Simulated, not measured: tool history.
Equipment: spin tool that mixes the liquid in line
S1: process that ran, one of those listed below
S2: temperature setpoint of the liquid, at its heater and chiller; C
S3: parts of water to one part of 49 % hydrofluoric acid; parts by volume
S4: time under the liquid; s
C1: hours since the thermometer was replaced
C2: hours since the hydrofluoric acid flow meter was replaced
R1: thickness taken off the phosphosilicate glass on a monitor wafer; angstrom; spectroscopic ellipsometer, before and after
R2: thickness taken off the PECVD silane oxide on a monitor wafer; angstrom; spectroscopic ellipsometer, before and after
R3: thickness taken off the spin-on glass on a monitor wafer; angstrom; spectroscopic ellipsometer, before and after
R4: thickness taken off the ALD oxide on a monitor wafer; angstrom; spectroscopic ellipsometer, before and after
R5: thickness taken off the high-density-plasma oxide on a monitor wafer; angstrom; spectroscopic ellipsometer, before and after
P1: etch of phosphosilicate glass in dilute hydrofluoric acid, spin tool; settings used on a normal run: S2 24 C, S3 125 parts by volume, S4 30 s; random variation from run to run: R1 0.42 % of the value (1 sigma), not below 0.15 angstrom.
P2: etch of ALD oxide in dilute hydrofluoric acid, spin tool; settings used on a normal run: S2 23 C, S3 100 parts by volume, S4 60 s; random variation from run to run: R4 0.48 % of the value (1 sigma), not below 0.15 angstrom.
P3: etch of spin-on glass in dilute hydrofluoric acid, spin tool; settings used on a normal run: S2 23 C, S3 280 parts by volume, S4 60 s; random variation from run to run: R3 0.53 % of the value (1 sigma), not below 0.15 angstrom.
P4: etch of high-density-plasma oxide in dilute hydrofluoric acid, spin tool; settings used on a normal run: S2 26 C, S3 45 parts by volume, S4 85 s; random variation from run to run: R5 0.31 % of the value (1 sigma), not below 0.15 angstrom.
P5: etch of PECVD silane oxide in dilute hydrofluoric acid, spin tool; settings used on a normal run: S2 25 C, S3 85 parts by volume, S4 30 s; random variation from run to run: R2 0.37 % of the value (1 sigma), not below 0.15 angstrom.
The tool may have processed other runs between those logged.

run   hour  S1    S2   S3  S4     C1     C2      R1      R2      R3      R4      R5
  1    8.4  P1    24  125  30  710.6  255.7   325.1
  2   16.6  P5    25   85  30  718.8  263.9          125.32
  3     25  P3    23  280  60  727.2  272.3                  69.726
  4   31.3  P2    23  100  15  733.5  278.6                          48.175
  5   39.1  P1    24  125  30  741.3  286.4  323.49
  6   44.4  P3    23  280  15  746.6  291.7                  17.426
  7     51  P3    23  475  60  753.2  298.3                  34.472
  8   57.5  P1    17  125  30  759.7  304.8  245.68
  9   63.2  P4    26   65  85  765.4  310.5                                  164.91
 10   68.7  P2    23  100  60  770.9    316                          190.53
 11   77.4  P5  20.5   85  30  779.6  324.7          103.53
 12   85.6  P1    28  125  50  787.8  332.9  632.39
 13   90.6  P1    24  125  30  792.8  337.9  322.34
 14   95.8  P5    25   85  30    798  343.1           125.2
 15  104.9  P1    32  125  30  807.1  352.2  438.83
 16  109.9  P1    24  125  30  812.1  357.2  326.65
 17  115.2  P5    25   85  55  817.4  362.5          228.21
 18  119.8  P4  33.5   45  85    822  367.1                                  328.99
 19    129  P1    24  125  45  831.2  376.3  486.97
 20  138.1  P1    24  125  30  840.3  385.4  325.28
 21  146.6  P4    26   45  25  848.8  393.9                                  71.229
 22  155.1  P1    24  125  15  857.3  402.4  163.21
 23  163.3  P3  30.5  280  60  865.5  410.6                  89.895
 24  169.6  P1    24  125  30  871.8  416.9     325
 25  179.5  P2    23  175  60  881.7  426.8                          101.28
 26  189.2  P2  30.5  100  60  891.4  436.5                          255.72
 27  195.9  P1    24   50  30  898.1  443.2   895.2
 28  203.6  P1    24  125  30  905.8  450.9  324.68
 29  212.6  P2    23  100  60  914.8  459.9                          194.05
 30  221.8  P5    25  135  30    924  469.1          73.974
 31  230.4  P4    26   45  85  932.6  477.7                                  244.29
 32  235.3  P1    24  190  30  937.5  482.6  198.67
 33  240.5  P1    24  125  30  942.7  487.8  323.45
 34  247.1  P1    24  125  30  949.3  494.4  316.36
 35  253.6  P1    24  125  30  955.8  500.9   310.1
 36  259.4  P1    24  125  30  961.6  506.7  307.45
 37  264.5  P1    24  125  30  966.7  511.8   306.8
 38    270  P1    24  125  30  972.2  517.3  305.65
 39  278.9  P1    24  125  30  981.1  526.2  304.06

The log shows P1 creeping away from where it was. Any of the 2 causes listed here, at the size stated for it, fits the log just as well as the others:
A: hydrofluoric acid flow below the setpoint (%) = 5.41
B: liquid colder than its thermometer reads (K) = 1.64
The drift started at roughly hour 240.5.

Consider the 4 check runs below, whose results appear as question marks and each of which averages 2 wafers. Which one distinguishes the causes, in that each cause would give it a clearly different result?
check 1  287.8  P2    23  165  20                       ?
check 2  287.8  P5    25   85  55               ?
check 3  287.8  P4    33   60  85                           ?
check 4  287.8  P3  30.5  465  60                   ?

Predicted outcomes, by check and by cause:
  check  result    if A    if B
check 1      R4   33.59  33.681
check 2      R2  214.97  214.16
check 3      R5  221.66  221.34
check 4      R3  41.318   42.69
Distance between the nearest two causes, measured in the result of the check that separates them most: check 1 0.27 %; check 2 0.38 %; check 3 0.15 %; check 4 3.27 %
Only in check 4 would the causes give clearly different results; in the remaining checks their results would be nearly the same.

After running check 4, the following was obtained: R3 42.397 angstrom. Which cause does this point to?

B is the cause: liquid colder than its thermometer reads (K).
